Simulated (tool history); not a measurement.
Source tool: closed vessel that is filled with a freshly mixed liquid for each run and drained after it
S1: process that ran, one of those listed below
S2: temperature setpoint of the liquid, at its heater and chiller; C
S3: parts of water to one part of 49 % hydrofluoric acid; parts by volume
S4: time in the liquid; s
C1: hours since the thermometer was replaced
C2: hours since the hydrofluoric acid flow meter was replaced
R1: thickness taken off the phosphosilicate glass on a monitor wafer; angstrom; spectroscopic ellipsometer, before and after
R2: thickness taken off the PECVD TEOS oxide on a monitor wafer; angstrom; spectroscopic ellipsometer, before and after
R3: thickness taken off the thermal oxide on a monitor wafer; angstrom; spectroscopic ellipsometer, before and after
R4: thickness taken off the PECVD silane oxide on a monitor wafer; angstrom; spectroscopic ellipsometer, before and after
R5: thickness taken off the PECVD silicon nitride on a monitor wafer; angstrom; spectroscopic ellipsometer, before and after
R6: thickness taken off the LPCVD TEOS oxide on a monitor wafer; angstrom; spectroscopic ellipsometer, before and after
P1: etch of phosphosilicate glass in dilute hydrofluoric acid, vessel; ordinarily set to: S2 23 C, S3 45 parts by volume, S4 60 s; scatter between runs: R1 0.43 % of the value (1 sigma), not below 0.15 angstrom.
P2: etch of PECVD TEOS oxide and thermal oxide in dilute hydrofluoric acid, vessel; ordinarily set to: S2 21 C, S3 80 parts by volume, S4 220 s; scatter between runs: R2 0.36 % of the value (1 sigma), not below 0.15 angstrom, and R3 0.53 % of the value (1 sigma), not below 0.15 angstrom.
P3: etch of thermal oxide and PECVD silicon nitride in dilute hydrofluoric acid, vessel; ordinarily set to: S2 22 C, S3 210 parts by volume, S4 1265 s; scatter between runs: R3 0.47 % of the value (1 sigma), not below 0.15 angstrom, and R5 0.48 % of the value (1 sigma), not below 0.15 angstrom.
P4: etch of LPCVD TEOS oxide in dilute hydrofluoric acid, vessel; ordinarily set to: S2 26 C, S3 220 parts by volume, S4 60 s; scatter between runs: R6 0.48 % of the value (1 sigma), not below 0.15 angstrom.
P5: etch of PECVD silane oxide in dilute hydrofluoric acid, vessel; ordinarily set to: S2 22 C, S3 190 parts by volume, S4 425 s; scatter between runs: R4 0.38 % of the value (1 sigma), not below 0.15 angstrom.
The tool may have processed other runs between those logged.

run	day	S1	S2	S3	S4	C1	C2	R1	R2	R3	R4	R5	R6
1	0.446	P1	23	45	60	917	974.7	1649					
2	0.933	P2	21	80	220	928.7	986.4		273.33	122.22			
3	1.212	P2	21	80	220	935.4	993.1		270.15	121.27			
4	1.8	P2	21	80	415	949.5	1007.2		511.4	227.13			
5	2.229	P5	22	190	425	959.8	1017.5				557.42		
6	2.746	P1	23	45	60	972.2	1029.9	1649					
7	3.025	P1	31	45	60	978.9	1036.6	2280.1					
8	3.321	P1	23	45	30	986	1043.7	832.27					
9	3.729	P5	22	50	425	995.8	1053.5				2504.2		
10	4.142	P1	29.5	45	100	1005.7	1063.4	3610.3					
11	4.558	P2	29.5	80	220	1015.7	1073.4		379.52	168.35			
12	4.871	P1	23	45	90	1023.2	1080.9	2482.4					
13	5.183	P1	23	25	60	1030.7	1088.4	3068.6					
14	5.654	P1	23	75	60	1042	1099.7	955.98					
15	6.179	P2	21	135	220	1054.6	1112.3		150.46	67.86			
16	6.662	P1	17.5	45	60	1066.2	1123.9	1320					
17	7.129	P3	22	210	1265	1077.4	1135.1			236.96		208.28	
18	7.692	P4	26	65	60	1090.9	1148.6						537.56
19	8.008	P1	23	45	60	1098.5	1156.2	1655.4					
20	8.592	P3	22	210	215	1112.5	1170.2			40.478		35.743	
21	9.038	P1	27	45	30	1123.2	1180.9	969.79					
22	9.408	P5	17	190	425	1132.1	1189.8				463.09		
23	9.671	P3	22	60	1265	1138.4	1196.1			981.85		712.22	
24	10.171	P1	23	45	60	1150.4	1208.1	1650.9					
25	10.567	P4	26	220	60	1159.9	1217.6						129.75
26	10.833	P4	31.5	220	60	1166.3	1224						157.78
# day 11.108: thermometer replaced
27	11.175	P4	26	220	30	1.6	1232.2						65.779
28	11.612	P3	29	210	1265	12.1	1242.7			306.31		323.42	
29	11.917	P5	22	190	740	19.4	1250				978.42		
30	12.379	P1	23	45	60	30.5	1261.1	1653.4					
31	12.667	P1	23	25	85	37.4	1268	4340.6					
32	12.929	P1	23	45	60	43.7	1274.3	1659.2					
33	13.396	P1	23	45	60	54.9	1285.5	1612.2					

Run 34, settings as shown, results not yet in. Your forecast:
34	13.8	P1	23	45	60	64.6	1295.2	?					

Run 34 yielded R1 1571.6 angstrom.

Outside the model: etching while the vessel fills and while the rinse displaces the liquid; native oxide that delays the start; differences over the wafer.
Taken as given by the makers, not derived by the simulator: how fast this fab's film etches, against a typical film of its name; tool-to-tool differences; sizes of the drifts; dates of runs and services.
